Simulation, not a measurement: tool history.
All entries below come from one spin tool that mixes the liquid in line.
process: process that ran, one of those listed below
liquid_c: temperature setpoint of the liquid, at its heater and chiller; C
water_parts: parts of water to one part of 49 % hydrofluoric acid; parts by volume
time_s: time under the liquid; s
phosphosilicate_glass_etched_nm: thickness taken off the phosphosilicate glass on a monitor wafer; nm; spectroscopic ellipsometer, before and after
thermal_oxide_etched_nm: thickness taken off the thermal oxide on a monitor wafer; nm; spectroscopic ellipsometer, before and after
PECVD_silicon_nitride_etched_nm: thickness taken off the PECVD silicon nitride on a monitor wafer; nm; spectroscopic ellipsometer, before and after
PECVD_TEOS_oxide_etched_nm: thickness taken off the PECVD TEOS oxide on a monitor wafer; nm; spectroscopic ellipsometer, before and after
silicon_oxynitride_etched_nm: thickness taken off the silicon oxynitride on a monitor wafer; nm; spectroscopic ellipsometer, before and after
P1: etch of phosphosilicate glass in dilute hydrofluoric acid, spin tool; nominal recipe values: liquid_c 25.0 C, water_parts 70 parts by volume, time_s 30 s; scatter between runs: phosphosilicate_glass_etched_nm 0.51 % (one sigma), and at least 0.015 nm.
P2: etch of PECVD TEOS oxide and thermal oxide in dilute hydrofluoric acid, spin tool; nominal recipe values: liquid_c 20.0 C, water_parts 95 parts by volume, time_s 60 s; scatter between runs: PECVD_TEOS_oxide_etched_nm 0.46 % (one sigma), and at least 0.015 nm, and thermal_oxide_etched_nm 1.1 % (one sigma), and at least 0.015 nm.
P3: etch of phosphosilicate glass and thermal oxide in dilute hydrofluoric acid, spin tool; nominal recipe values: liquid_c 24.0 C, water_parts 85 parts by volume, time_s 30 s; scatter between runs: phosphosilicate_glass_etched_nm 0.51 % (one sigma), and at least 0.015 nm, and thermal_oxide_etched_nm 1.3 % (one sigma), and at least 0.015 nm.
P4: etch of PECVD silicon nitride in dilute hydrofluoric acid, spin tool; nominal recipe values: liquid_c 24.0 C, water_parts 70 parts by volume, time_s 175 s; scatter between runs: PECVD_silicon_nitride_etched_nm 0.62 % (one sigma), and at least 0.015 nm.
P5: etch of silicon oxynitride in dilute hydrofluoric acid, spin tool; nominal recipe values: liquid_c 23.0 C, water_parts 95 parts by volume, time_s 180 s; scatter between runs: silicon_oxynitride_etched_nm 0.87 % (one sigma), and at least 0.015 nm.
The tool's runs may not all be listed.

run,hour,process,liquid_c,water_parts,time_s,hours since the thermometer was replaced,hours since the hydrofluoric acid flow meter was replaced,phosphosilicate_glass_etched_nm,thermal_oxide_etched_nm,PECVD_silicon_nitride_etched_nm,PECVD_TEOS_oxide_etched_nm,silicon_oxynitride_etched_nm
1,8.9,P1,25.0,70,30,201.3,814.9,37.721,,,,
2,16.4,P3,24.0,85,30,208.8,822.4,71.675,1.81190,,,
3,25.4,P1,25.0,70,15,217.8,831.4,18.866,,,,
4,37.0,P4,24.0,30,175,229.4,843.0,,,11.8010,,
5,49.2,P1,17.5,70,55,241.6,855.2,50.553,,,,
6,57.3,P2,20.0,95,60,249.7,863.3,,2.68170,,12.3000,
7,63.3,P1,25.0,115,30,255.7,869.3,21.564,,,,
8,75.5,P4,24.0,70,175,267.9,881.5,,,5.1543,,
# hour 80.4: hydrofluoric acid flow meter replaced
9,82.4,P5,23.0,145,180,274.8,2.1,,,,,1.6587
10,93.6,P1,18.5,70,30,286.0,13.3,28.697,,,,
11,100.6,P5,23.0,95,180,293.0,20.3,,,,,2.6450
# hour 106.9: thermometer replaced
12,108.6,P5,27.5,95,180,1.7,28.3,,,,,3.2745
13,114.2,P3,24.0,85,15,7.3,33.9,35.499,0.93868,,,
14,120.9,P1,25.0,20,15,14.0,40.6,70.471,,,,
15,131.1,P2,20.0,95,95,24.2,50.8,,4.19320,,19.3640,
16,142.9,P2,20.0,95,60,36.0,62.6,,2.67670,,12.2940,
17,153.4,P4,29.5,70,175,46.5,73.1,,,7.3284,,
18,161.0,P1,25.0,70,30,54.1,80.7,37.680,,,,
19,166.9,P3,28.0,85,30,60.0,86.6,83.179,2.08020,,,
20,173.3,P2,20.0,145,60,66.4,93.0,,1.66380,,7.6633,
21,178.8,P1,25.0,70,30,71.9,98.5,37.606,,,,
22,189.8,P4,24.0,70,90,82.9,109.5,,,2.6553,,
23,200.0,P1,25.0,40,30,93.1,119.7,68.865,,,,
24,208.4,P3,24.0,145,30,101.5,128.1,38.811,1.00310,,,
25,220.0,P5,23.0,95,180,113.1,139.7,,,,,2.6458
26,230.5,P1,30.0,70,30,123.6,150.2,46.174,,,,
27,241.5,P2,27.5,95,60,134.6,161.2,,3.63100,,16.5680,
28,251.9,P1,25.0,70,30,145.0,171.6,37.837,,,,
29,258.3,P1,25.0,70,55,151.4,178.0,68.834,,,,

Predict the results of run 30:
30,267.0,P1,25.0,70,30,160.1,186.7,?,,,,

Run 30 gave phosphosilicate_glass_etched_nm 37.458 nm.
